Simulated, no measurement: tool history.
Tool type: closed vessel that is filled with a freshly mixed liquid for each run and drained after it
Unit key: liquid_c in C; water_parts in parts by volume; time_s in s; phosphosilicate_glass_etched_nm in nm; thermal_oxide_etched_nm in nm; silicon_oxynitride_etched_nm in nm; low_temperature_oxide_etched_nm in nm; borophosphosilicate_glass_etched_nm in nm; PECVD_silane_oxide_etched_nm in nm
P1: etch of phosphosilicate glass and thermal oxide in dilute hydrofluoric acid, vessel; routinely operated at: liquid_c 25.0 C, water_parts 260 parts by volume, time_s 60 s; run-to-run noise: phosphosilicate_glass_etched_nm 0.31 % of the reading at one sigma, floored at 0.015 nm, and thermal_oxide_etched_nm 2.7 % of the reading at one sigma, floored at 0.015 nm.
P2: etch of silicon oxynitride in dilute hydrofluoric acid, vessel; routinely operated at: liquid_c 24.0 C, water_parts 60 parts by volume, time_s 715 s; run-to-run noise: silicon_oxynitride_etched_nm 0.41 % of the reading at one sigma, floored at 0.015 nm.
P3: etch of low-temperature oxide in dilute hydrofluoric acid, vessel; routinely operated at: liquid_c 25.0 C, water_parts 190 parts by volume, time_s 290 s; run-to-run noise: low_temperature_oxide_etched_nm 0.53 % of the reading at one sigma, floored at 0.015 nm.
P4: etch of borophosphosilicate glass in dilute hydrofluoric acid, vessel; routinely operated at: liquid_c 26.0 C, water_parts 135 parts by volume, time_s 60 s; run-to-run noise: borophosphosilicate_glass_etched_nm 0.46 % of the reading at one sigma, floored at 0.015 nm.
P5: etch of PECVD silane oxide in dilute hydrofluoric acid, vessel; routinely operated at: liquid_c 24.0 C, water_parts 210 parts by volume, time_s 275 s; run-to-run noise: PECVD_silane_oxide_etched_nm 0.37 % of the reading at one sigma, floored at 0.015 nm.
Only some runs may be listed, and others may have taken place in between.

run   hour  process  liquid_c  water_parts  time_s  hours since the thermometer was replaced  hours since the hydrofluoric acid flow meter was replaced  phosphosilicate_glass_etched_nm  thermal_oxide_etched_nm  silicon_oxynitride_etched_nm  low_temperature_oxide_etched_nm  borophosphosilicate_glass_etched_nm  PECVD_silane_oxide_etched_nm
  1    4.6       P1      25.0          260      60                                     837.2                                                      276.6                           31.218                  1.03310
  2   14.0       P1      25.0          260      60                                     846.6                                                      286.0                           31.145                  1.03580
  3   21.0       P2      17.5           60     715                                     853.6                                                      293.0                                                                                  16.711
  4   28.6       P3      25.0          190     290                                     861.2                                                      300.6                                                                                                                  26.1360
  5   36.3       P3      25.0          190     100                                     868.9                                                      308.3                                                                                                                   9.1223
  6   46.2       P1      25.0          260      30                                     878.8                                                      318.2                           15.589                  0.53868
  7   54.8       P4      26.0           65      60                                     887.4                                                      326.8                                                                                                                                                        37.586
  8   61.8       P5      32.0          210     275                                     894.4                                                      333.8                                                                                                                                                                                      24.927
  9   67.7       P1      25.0          355      60                                     900.3                                                      339.7                           20.757                  0.69261
 10   72.5       P3      31.5          190     290                                     905.1                                                      344.5                                                                                                                  33.2700
 11   80.1       P3      25.0          325     290                                     912.7                                                      352.1                                                                                                                  13.2860
 12   88.3       P1      25.0          260     100                                     920.9                                                      360.3                           52.193                  1.78640
 13   97.5       P1      25.0          260      60                                     930.1                                                      369.5                           31.325                  0.99920
 14  106.6       P1      17.0          260      60                                     939.2                                                      378.6                           23.288                  0.78103
 15  112.5       P1      30.0          260      60                                     945.1                                                      384.5                           36.900                  1.24980
 16  122.1       P1      25.0          260      60                                     954.7                                                      394.1                           31.128                  1.09040
 17  130.2       P1      20.5          455      60                                     962.8                                                      402.2                           12.839                  0.38213
 18  136.4       P5      24.0          210     450                                     969.0                                                      408.4                                                                                                                                                                                      30.928
 19  145.1       P4      26.0          135      90                                     977.7                                                      417.1                                                                                                                                                        25.033
 20  151.5       P1      25.0          120      60                                     984.1                                                      423.5                           78.814                  2.61050
 21  157.8       P4      29.5          135      60                                     990.4                                                      429.8                                                                                                                                                        18.891
 22  162.9       P1      25.0          260      60                                     995.5                                                      434.9                           31.144                  1.06800
 23  170.7       P1      25.0          260      60                                    1003.3                                                      442.7                           31.086                  1.03330
 24  177.1       P2      24.0           40     715                                    1009.7                                                      449.1                                                                                  35.144
 25  184.1       P1      25.0          260      60                                    1016.7                                                      456.1                           31.221                  1.02210
 26  189.9       P5      24.0          210     275                                    1022.5                                                      461.9                                                                                                                                                                                      18.720
 27  197.4       P5      24.0          210     275                                    1030.0                                                      469.4                                                                                                                                                                                      19.029
 28  204.6       P4      26.0          135      60                                    1037.2                                                      476.6                                                                                                                                                        16.564
 29  212.5       P5      24.0           50     275                                    1045.1                                                      484.5                                                                                                                                                                                      95.504
 30  220.2       P2      24.0           60     715                                    1052.8                                                      492.2                                                                                  22.955
 31  226.8       P3      25.0          190     290                                    1059.4                                                      498.8                                                                                                                  26.5080
 32  234.2       P2      24.0           60    1075                                    1066.8                                                      506.2                                                                                  34.752
 33  242.5       P1      25.0          260      60                                    1075.1                                                      514.5                           31.335                  0.99836
 34  249.5       P1      25.0          260      60                                    1082.1                                                      521.5                           31.754                  1.06310
 35  259.1       P1      25.0          260      60                                    1091.7                                                      531.1                           32.511                  1.08250
 36  265.8       P1      25.0          260      60                                    1098.4                                                      537.8                           32.446                  1.00640
 37  272.8       P1      25.0          260      60                                    1105.4                                                      544.8                           32.714                  1.05780
 38  280.2       P1      25.0          260      60                                    1112.8                                                      552.2                           32.940                  1.10680
 39  289.3       P1      25.0          260      60                                    1121.9                                                      561.3                           33.146                  1.18440
 40  298.6       P1      25.0          260      60                                    1131.2                                                      570.6                           33.158                  1.10730
 41  306.5       P1      25.0          260      60                                    1139.1                                                      578.5                           33.218                  1.14550
 42  313.6       P1      25.0          260      60                                    1146.2                                                      585.6                           33.266                  1.11330
 43  323.2       P1      25.0          260      60                                    1155.8                                                      595.2                           33.330                  1.09490

What P1 gives has crept off from where it sat before. The 2 causes that follow fit the log equally well, each at the size noted:
A: hydrofluoric acid flow above the setpoint (%) = 5.13
B: liquid hotter than its thermometer reads (K) = 1.82
The gradual shift began around hour 242.5.

4 check runs are offered, one wafer each, their results left as question marks. Which one tells the causes apart?
check 1  332.8       P2      24.0           60     715                                                                                                                                                                                            ?
check 2  332.8       P4      26.0          135      60                                                                                                                                                                                                                                                                  ?
check 3  332.8       P5      24.0          210     275                                                                                                                                                                                                                                                                                                ?
check 4  332.8       P3      25.0          190     290                                                                                                                                                                                                                             ?

What every check run would give for each of its results, assuming each possible cause in turn:
  check                               result     if A     if B
check 1         silicon_oxynitride_etched_nm   24.320   25.188
check 2  borophosphosilicate_glass_etched_nm   17.559   17.738
check 3         PECVD_silane_oxide_etched_nm   20.032   20.135
check 4      low_temperature_oxide_etched_nm  27.9730  28.1390
Per check, the gap between the least separated pair of causes, taken in the result that splits them most: check 1 3.51 %; check 2 1.02 %; check 3 0.51 %; check 4 0.59 %
The other checks would show nearly matching results whichever cause is true, so check 1 is the only one that separates the causes.

With check 1 done, the readings were: silicon_oxynitride_etched_nm 24.381 nm. Identify which of the listed causes applies.

A is the cause: hydrofluoric acid flow above the setpoint (%).

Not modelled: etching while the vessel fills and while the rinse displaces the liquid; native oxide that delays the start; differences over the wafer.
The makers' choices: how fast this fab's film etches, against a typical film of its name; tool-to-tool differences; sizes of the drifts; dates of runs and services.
